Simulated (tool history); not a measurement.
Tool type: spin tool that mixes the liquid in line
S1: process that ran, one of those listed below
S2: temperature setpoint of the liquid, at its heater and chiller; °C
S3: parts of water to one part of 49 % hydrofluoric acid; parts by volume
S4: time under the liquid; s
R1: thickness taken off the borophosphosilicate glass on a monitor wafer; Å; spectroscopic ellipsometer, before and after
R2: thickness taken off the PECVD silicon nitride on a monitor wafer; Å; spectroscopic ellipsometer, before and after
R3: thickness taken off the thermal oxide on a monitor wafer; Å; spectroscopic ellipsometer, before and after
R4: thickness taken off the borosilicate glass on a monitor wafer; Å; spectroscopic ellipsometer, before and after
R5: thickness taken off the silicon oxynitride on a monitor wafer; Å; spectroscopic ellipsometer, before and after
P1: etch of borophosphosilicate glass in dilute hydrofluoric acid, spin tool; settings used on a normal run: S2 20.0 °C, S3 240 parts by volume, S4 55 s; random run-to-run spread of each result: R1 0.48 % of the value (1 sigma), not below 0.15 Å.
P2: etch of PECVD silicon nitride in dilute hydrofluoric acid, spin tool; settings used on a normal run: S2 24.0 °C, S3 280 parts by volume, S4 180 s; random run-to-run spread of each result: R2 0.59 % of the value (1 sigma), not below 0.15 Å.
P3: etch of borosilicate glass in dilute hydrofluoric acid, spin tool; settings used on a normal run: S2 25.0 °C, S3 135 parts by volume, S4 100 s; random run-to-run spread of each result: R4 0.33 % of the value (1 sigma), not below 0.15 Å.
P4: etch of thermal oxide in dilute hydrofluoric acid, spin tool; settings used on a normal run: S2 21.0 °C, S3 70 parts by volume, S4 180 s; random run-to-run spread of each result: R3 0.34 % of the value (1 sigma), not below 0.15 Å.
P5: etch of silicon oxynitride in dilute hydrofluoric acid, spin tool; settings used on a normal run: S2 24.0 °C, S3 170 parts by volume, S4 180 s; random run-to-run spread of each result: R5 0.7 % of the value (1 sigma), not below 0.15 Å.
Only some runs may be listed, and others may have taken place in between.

| run | hour | S1 | S2 | S3 | S4 | R1 | R2 | R3 | R4 | R5 |
|---|---|---|---|---|---|---|---|---|---|---|
| 1 | 10.0 | P1 | 20.0 | 240 | 55 | 79.159 |  |  |  |  |
| 2 | 16.0 | P1 | 20.0 | 240 | 15 | 21.399 |  |  |  |  |
| 3 | 25.3 | P2 | 24.0 | 280 | 180 |  | 37.874 |  |  |  |
| 4 | 32.0 | P4 | 28.5 | 70 | 180 |  |  | 155.170 |  |  |
| 5 | 43.5 | P2 | 18.0 | 280 | 180 |  | 25.634 |  |  |  |
|  | 49.2 | hydrofluoric acid flow meter replaced |
| 6 | 50.0 | P1 | 20.0 | 240 | 105 | 150.150 |  |  |  |  |
| 7 | 63.0 | P2 | 24.0 | 280 | 85 |  | 17.690 |  |  |  |
| 8 | 75.1 | P3 | 25.0 | 240 | 100 |  |  |  | 102.540 |  |
| 9 | 84.0 | P2 | 24.0 | 280 | 180 |  | 37.540 |  |  |  |
| 10 | 91.4 | P3 | 25.0 | 135 | 100 |  |  |  | 205.700 |  |
| 11 | 97.3 | P1 | 20.0 | 240 | 55 | 79.541 |  |  |  |  |
| 12 | 104.9 | P5 | 24.0 | 310 | 180 |  |  |  |  | 15.741 |
| 13 | 110.7 | P1 | 17.0 | 240 | 55 | 69.891 |  |  |  |  |
| 14 | 116.6 | P5 | 24.0 | 170 | 325 |  |  |  |  | 56.188 |
| 15 | 125.0 | P5 | 24.0 | 170 | 180 |  |  |  |  | 31.364 |
| 16 | 137.7 | P1 | 20.0 | 240 | 55 | 78.986 |  |  |  |  |
| 17 | 143.8 | P1 | 20.0 | 360 | 55 | 47.200 |  |  |  |  |
| 18 | 149.9 | P3 | 25.0 | 135 | 25 |  |  |  | 51.393 |  |
| 19 | 163.2 | P1 | 20.0 | 240 | 55 | 79.179 |  |  |  |  |
| 20 | 174.8 | P3 | 21.0 | 135 | 100 |  |  |  | 175.400 |  |
| 21 | 182.1 | P2 | 24.0 | 60 | 180 |  | 168.500 |  |  |  |
| 22 | 191.1 | P3 | 25.0 | 135 | 100 |  |  |  | 206.900 |  |
| 23 | 201.8 | P5 | 28.5 | 170 | 180 |  |  |  |  | 37.805 |
| 24 | 213.4 | P1 | 20.0 | 135 | 55 | 155.050 |  |  |  |  |
| 25 | 224.1 | P4 | 21.0 | 70 | 180 |  |  | 114.130 |  |  |
| 26 | 237.1 | P4 | 21.0 | 70 | 50 |  |  | 31.952 |  |  |
| 27 | 249.5 | P1 | 20.0 | 135 | 30 | 84.667 |  |  |  |  |
| 28 | 257.2 | P1 | 20.0 | 240 | 55 | 78.659 |  |  |  |  |
| 29 | 270.5 | P5 | 24.0 | 170 | 180 |  |  |  |  | 31.785 |
| 30 | 277.2 | P4 | 21.0 | 130 | 180 |  |  | 57.443 |  |  |
| 31 | 286.3 | P1 | 17.0 | 240 | 15 | 19.252 |  |  |  |  |
| 32 | 292.5 | P1 | 27.5 | 240 | 55 | 103.360 |  |  |  |  |
| 33 | 302.1 | P1 | 20.0 | 240 | 55 | 78.873 |  |  |  |  |
| 34 | 309.0 | P1 | 20.0 | 240 | 55 | 79.910 |  |  |  |  |
| 35 | 316.6 | P1 | 20.0 | 240 | 55 | 81.578 |  |  |  |  |
| 36 | 325.8 | P1 | 20.0 | 240 | 55 | 81.487 |  |  |  |  |
| 37 | 335.6 | P1 | 20.0 | 240 | 55 | 83.197 |  |  |  |  |
| 38 | 348.6 | P1 | 20.0 | 240 | 55 | 83.368 |  |  |  |  |
| 39 | 355.5 | P1 | 20.0 | 240 | 55 | 83.870 |  |  |  |  |
| 40 | 366.1 | P1 | 20.0 | 240 | 55 | 83.889 |  |  |  |  |
| 41 | 372.1 | P1 | 20.0 | 240 | 55 | 84.492 |  |  |  |  |
| 42 | 380.4 | P1 | 20.0 | 240 | 55 | 84.745 |  |  |  |  |
| 43 | 391.1 | P1 | 20.0 | 240 | 55 | 84.478 |  |  |  |  |
| 44 | 400.2 | P1 | 20.0 | 240 | 55 | 83.833 |  |  |  |  |

What P1 gives has crept off from where it sat before. The 2 causes that follow fit the log equally well, each at the size noted:
A: hydrofluoric acid flow above the setpoint (%) = 5.25
B: liquid hotter than its thermometer reads (K) = 1.68
The gradual shift began around hour 302.1.

Consider the 4 single-wafer check runs listed below, results given as question marks: which one distinguishes between the causes by giving clearly different results for each?
| check 1 | 409.3 | P3 | 25.0 | 240 | 35 |  |  |  | ? |  |
| check 2 | 409.3 | P2 | 24.0 | 120 | 115 |  | ? |  |  |  |
| check 3 | 409.3 | P5 | 24.0 | 265 | 245 |  |  |  |  | ? |
| check 4 | 409.3 | P4 | 21.0 | 115 | 180 |  |  | ? |  |  |

How each check would come out, cause by cause:
| check | result | if A | if B |
|---|---|---|---|
| check 1 | R4 | 38.368 | 38.191 |
| check 2 | R2 | 57.926 | 61.408 |
| check 3 | R5 | 27.304 | 27.612 |
| check 4 | R3 | 70.143 | 70.815 |
Distance between the nearest two causes, measured in the result of the check that separates them most: check 1 0.46 %; check 2 5.84 %; check 3 1.12 %; check 4 0.95 %
Only check 2 tells the causes apart: in the others they would give nearly the same result.

Check 2 was then run and gave: R2 58.016 Å. Which cause is it?

The correct cause is A, namely: hydrofluoric acid flow above the setpoint (%).
